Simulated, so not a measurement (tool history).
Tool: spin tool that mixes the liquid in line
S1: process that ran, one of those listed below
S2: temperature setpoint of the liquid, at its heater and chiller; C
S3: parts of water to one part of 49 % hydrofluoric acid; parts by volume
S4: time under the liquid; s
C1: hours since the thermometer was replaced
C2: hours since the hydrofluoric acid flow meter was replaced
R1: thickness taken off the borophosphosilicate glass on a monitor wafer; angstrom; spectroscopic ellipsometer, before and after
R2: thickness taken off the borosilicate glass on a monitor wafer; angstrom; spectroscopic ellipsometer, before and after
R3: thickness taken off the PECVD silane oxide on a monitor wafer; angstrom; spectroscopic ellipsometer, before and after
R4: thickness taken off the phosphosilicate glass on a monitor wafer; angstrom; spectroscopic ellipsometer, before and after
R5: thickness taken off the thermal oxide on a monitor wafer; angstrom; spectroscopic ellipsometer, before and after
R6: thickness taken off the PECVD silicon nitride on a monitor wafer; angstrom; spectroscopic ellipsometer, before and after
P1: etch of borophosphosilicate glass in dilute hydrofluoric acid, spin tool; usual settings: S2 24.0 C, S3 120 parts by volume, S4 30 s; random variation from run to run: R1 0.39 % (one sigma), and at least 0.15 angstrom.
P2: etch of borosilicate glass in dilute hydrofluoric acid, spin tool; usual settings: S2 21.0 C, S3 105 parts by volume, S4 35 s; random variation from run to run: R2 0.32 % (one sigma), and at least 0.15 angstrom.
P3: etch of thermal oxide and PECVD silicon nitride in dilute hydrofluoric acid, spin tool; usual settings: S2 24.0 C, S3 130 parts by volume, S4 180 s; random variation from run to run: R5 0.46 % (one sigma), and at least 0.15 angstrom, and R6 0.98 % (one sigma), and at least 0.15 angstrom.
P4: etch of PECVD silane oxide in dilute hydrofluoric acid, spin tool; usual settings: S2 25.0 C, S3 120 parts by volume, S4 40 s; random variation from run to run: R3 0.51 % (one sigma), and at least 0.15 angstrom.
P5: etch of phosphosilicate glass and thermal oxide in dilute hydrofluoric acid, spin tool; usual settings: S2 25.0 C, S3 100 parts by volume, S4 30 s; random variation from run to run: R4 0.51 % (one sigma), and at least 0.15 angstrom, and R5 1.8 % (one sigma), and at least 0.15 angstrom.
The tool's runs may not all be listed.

run,hour,S1,S2,S3,S4,C1,C2,R1,R2,R3,R4,R5,R6
1,6.5,P1,24.0,120,30,413.6,395.0,88.241,,,,,
2,15.4,P1,30.5,120,30,422.5,403.9,112.540,,,,,
3,22.7,P2,28.5,105,35,429.8,411.2,,85.845,,,,
4,27.4,P4,25.0,120,40,434.5,415.9,,,49.733,,,
5,31.6,P2,21.0,145,35,438.7,420.1,,44.483,,,,
6,36.2,P1,24.0,120,30,443.3,424.7,88.016,,,,,
7,41.2,P1,24.0,205,30,448.3,429.7,46.739,,,,,
8,47.6,P5,31.5,100,30,454.7,436.1,,,,551.04,19.8070,
9,54.2,P1,24.0,195,60,461.3,442.7,99.446,,,,,
10,59.2,P1,17.0,120,30,466.3,447.7,66.602,,,,,
11,66.3,P4,29.5,120,40,473.4,454.8,,,59.275,,,
12,75.2,P2,21.0,105,15,482.3,463.7,,27.561,,,,
13,81.0,P1,24.0,120,15,488.1,469.5,44.116,,,,,
14,89.7,P1,24.0,120,30,496.8,478.2,88.845,,,,,
15,94.0,P4,25.0,120,60,501.1,482.5,,,74.615,,,
16,100.7,P3,24.0,130,50,507.8,489.2,,,,,17.0760,6.4408
17,106.5,P5,25.0,150,30,513.6,495.0,,,,268.60,9.9238,
18,115.1,P1,24.0,55,30,522.2,503.6,208.980,,,,,
19,119.9,P3,24.0,130,180,527.0,508.4,,,,,61.4230,23.8640
20,128.8,P2,21.0,105,35,535.9,517.3,,63.711,,,,
21,137.8,P1,24.0,120,30,544.9,526.3,87.483,,,,,
22,142.1,P1,24.0,120,30,549.2,530.6,88.508,,,,,
23,146.8,P1,24.0,120,30,553.9,535.3,87.865,,,,,
24,155.8,P4,25.0,120,40,562.9,544.3,,,48.999,,,
25,163.8,P5,25.0,100,30,570.9,552.3,,,,430.37,15.0300,
26,169.5,P1,24.0,120,55,576.6,558.0,161.210,,,,,
27,178.4,P4,25.0,30,40,585.5,566.9,,,222.040,,,
# hour 182.5: thermometer replaced
28,185.5,P3,24.0,130,180,3.1,574.0,,,,,61.7260,23.2560
29,191.4,P1,17.0,120,60,9.0,579.9,132.450,,,,,
30,200.7,P2,21.0,105,35,18.3,589.2,,64.123,,,,
31,206.1,P3,28.5,130,180,23.7,594.6,,,,,73.3110,31.9080
32,213.9,P5,25.0,100,60,31.5,602.4,,,,847.84,29.9420,
33,219.7,P3,24.0,230,180,37.3,608.2,,,,,31.3760,13.7750
34,225.9,P5,25.0,100,30,43.5,614.4,,,,429.41,15.2870,
35,231.3,P1,24.0,120,30,48.9,619.8,88.304,,,,,
36,240.1,P1,24.0,120,30,57.7,628.6,84.826,,,,,
37,244.6,P1,24.0,120,30,62.2,633.1,84.139,,,,,
38,252.6,P1,24.0,120,30,70.2,641.1,83.173,,,,,
39,261.6,P1,24.0,120,30,79.2,650.1,81.399,,,,,
40,271.0,P1,24.0,120,30,88.6,659.5,81.494,,,,,
41,279.9,P1,24.0,120,30,97.5,668.4,80.913,,,,,
42,287.2,P1,24.0,120,30,104.8,675.7,80.975,,,,,
43,295.7,P1,24.0,120,30,113.3,684.2,81.055,,,,,
44,301.6,P1,24.0,120,30,119.2,690.1,80.880,,,,,

What P1 gives has crept away from where it was. These 2 causes fit the log equally well, each at the size given:
A: liquid colder than its thermometer reads (K) = 2.26
B: hydrofluoric acid flow below the setpoint (%) = 7.47
The creep began at about hour 231.3.

4 check runs are offered, each on 2 wafers whose results are averaged, their results left as question marks. Which one tells the causes apart?
check 1,307.5,P5,25.0,100,30,,,,,,?,?,
check 2,307.5,P4,25.0,120,40,,,,,?,,,
check 3,307.5,P3,24.0,130,180,,,,,,,?,?
check 4,307.5,P2,21.0,105,35,,,,?,,,,

What each check would give under each cause:
check,result,if A,if B
check 1,R4,390.98,391.74
check 1,R5,14.0090,14.0360
check 2,R3,45.425,45.377
check 3,R5,56.6470,56.5760
check 3,R6,20.5490,22.0770
check 4,R2,58.525,58.842
How far apart the two closest causes lie, in the result that separates them most: check 1 0.19 %; check 2 0.1 %; check 3 7.17 %; check 4 0.54 %
Check 3 tells the causes apart: in the others they would give nearly the same result.

Check 3 was then run and gave: R5 56.4260 angstrom; R6 22.3540 angstrom. Which cause is it?

It is B: hydrofluoric acid flow below the setpoint (%).

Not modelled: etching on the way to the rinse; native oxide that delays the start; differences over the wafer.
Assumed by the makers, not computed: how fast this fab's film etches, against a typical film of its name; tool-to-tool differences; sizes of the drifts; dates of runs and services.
